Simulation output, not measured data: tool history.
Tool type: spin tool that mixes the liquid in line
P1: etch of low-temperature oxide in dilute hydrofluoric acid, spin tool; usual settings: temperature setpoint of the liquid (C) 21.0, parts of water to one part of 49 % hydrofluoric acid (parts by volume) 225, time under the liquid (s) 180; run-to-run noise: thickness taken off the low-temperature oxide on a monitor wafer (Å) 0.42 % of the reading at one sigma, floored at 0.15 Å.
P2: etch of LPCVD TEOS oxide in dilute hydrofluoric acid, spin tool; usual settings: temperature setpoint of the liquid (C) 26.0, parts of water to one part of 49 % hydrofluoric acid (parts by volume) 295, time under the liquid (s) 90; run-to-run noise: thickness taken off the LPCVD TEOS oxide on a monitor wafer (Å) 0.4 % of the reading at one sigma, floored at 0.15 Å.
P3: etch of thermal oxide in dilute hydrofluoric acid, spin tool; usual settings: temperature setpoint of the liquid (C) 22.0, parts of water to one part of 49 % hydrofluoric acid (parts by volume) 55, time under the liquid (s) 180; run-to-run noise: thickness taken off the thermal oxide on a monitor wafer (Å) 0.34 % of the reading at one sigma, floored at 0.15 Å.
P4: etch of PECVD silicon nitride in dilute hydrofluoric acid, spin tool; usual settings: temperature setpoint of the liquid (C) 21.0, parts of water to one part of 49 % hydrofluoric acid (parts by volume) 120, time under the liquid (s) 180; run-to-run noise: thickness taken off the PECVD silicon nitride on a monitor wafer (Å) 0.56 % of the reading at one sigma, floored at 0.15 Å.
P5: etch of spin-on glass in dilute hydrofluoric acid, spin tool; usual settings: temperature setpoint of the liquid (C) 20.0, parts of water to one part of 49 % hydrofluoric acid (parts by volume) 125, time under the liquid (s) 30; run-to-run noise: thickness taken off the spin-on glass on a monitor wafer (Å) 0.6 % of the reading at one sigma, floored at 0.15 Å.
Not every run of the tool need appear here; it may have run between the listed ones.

| run | hour | process that ran | temperature setpoint of the liquid (C) | parts of water to one part of 49 % hydrofluoric acid (parts by volume) | time under the liquid (s) | hours since the thermometer was replaced | hours since the hydrofluoric acid flow meter was replaced | thickness taken off the low-temperature oxide on a monitor wafer (Å) | thickness taken off the spin-on glass on a monitor wafer (Å) | thickness taken off the PECVD silicon nitride on a monitor wafer (Å) | thickness taken off the thermal oxide on a monitor wafer (Å) | thickness taken off the LPCVD TEOS oxide on a monitor wafer (Å) |
|---|---|---|---|---|---|---|---|---|---|---|---|---|
| 1 | 7.3 | P1 | 21.0 | 225 | 180 | 692.7 | 797.9 | 91.685 |  |  |  |  |
| 2 | 14.2 | P1 | 21.0 | 225 | 180 | 699.6 | 804.8 | 91.919 |  |  |  |  |
| 3 | 20.9 | P5 | 20.0 | 125 | 30 | 706.3 | 811.5 |  | 49.985 |  |  |  |
| 4 | 27.9 | P1 | 21.0 | 140 | 180 | 713.3 | 818.5 | 160.770 |  |  |  |  |
| 5 | 34.5 | P4 | 21.0 | 20 | 180 | 719.9 | 825.1 |  |  | 220.8600 |  |  |
| 6 | 41.9 | P3 | 22.0 | 55 | 180 | 727.3 | 832.5 |  |  |  | 144.630 |  |
| 7 | 50.6 | P2 | 26.0 | 55 | 90 | 736.0 | 841.2 |  |  |  |  | 488.590 |
| 8 | 57.8 | P1 | 21.0 | 225 | 180 | 743.2 | 848.4 | 92.334 |  |  |  |  |
| 9 | 62.1 | P5 | 20.0 | 70 | 30 | 747.5 | 852.7 |  | 96.317 |  |  |  |
| 10 | 70.9 | P4 | 17.0 | 120 | 180 | 756.3 | 861.5 |  |  | 29.7670 |  |  |
| 11 | 75.2 | P1 | 21.0 | 225 | 285 | 760.6 | 865.8 | 145.750 |  |  |  |  |
| 12 | 84.4 | P1 | 17.0 | 225 | 325 | 769.8 | 875.0 | 142.430 |  |  |  |  |
| 13 | 89.7 | P3 | 22.0 | 55 | 180 | 775.1 | 880.3 |  |  |  | 145.430 |  |
| 14 | 94.4 | P2 | 34.0 | 295 | 90 | 779.8 | 885.0 |  |  |  |  | 89.941 |
| 15 | 103.6 | P1 | 21.0 | 225 | 180 | 789.0 | 894.2 | 91.372 |  |  |  |  |
| 16 | 112.7 | P1 | 21.0 | 225 | 25 | 798.1 | 903.3 | 12.814 |  |  |  |  |
| 17 | 118.7 | P1 | 21.0 | 225 | 180 | 804.1 | 909.3 | 91.744 |  |  |  |  |
| 18 | 125.2 | P1 | 17.0 | 225 | 180 | 810.6 | 915.8 | 79.256 |  |  |  |  |
| 19 | 131.8 | P3 | 30.0 | 55 | 180 | 817.2 | 922.4 |  |  |  | 201.530 |  |
| 20 | 139.2 | P1 | 21.0 | 320 | 15 | 824.6 | 929.8 | 4.573 |  |  |  |  |
| 21 | 144.8 | P5 | 20.0 | 125 | 15 | 830.2 | 935.4 |  | 25.260 |  |  |  |
| 22 | 152.5 | P1 | 21.0 | 345 | 180 | 837.9 | 943.1 | 54.058 |  |  |  |  |
| 23 | 157.1 | P4 | 21.0 | 120 | 180 | 842.5 | 947.7 |  |  | 38.9950 |  |  |
| 24 | 163.5 | P4 | 21.0 | 120 | 25 | 848.9 | 954.1 |  |  | 5.4526 |  |  |
| 25 | 172.7 | P2 | 26.0 | 295 | 90 | 858.1 | 963.3 |  |  |  |  | 68.926 |
| 26 | 177.3 | P5 | 20.0 | 125 | 30 | 862.7 | 967.9 |  | 50.444 |  |  |  |
| 27 | 181.5 | P3 | 22.0 | 55 | 85 | 866.9 | 972.1 |  |  |  | 68.729 |  |
| 28 | 187.6 | P1 | 21.0 | 225 | 180 | 873.0 | 978.2 | 92.543 |  |  |  |  |
| 29 | 195.1 | P1 | 28.0 | 225 | 180 | 880.5 | 985.7 | 118.690 |  |  |  |  |
| 30 | 200.6 | P2 | 26.0 | 295 | 35 | 886.0 | 991.2 |  |  |  |  | 26.920 |
| 31 | 209.2 | P3 | 22.0 | 100 | 180 | 894.6 | 999.8 |  |  |  | 75.817 |  |
| 32 | 216.5 | P1 | 21.0 | 225 | 180 | 901.9 | 1007.1 | 92.074 |  |  |  |  |
| 33 | 225.0 | P5 | 26.5 | 125 | 30 | 910.4 | 1015.6 |  | 65.291 |  |  |  |

For run 34, what comes out?
| 34 | 229.4 | P2 | 26.0 | 295 | 90 | 914.8 | 1020.0 |  |  |  |  | ? |

thickness taken off the LPCVD TEOS oxide on a monitor wafer (Å): 68.768
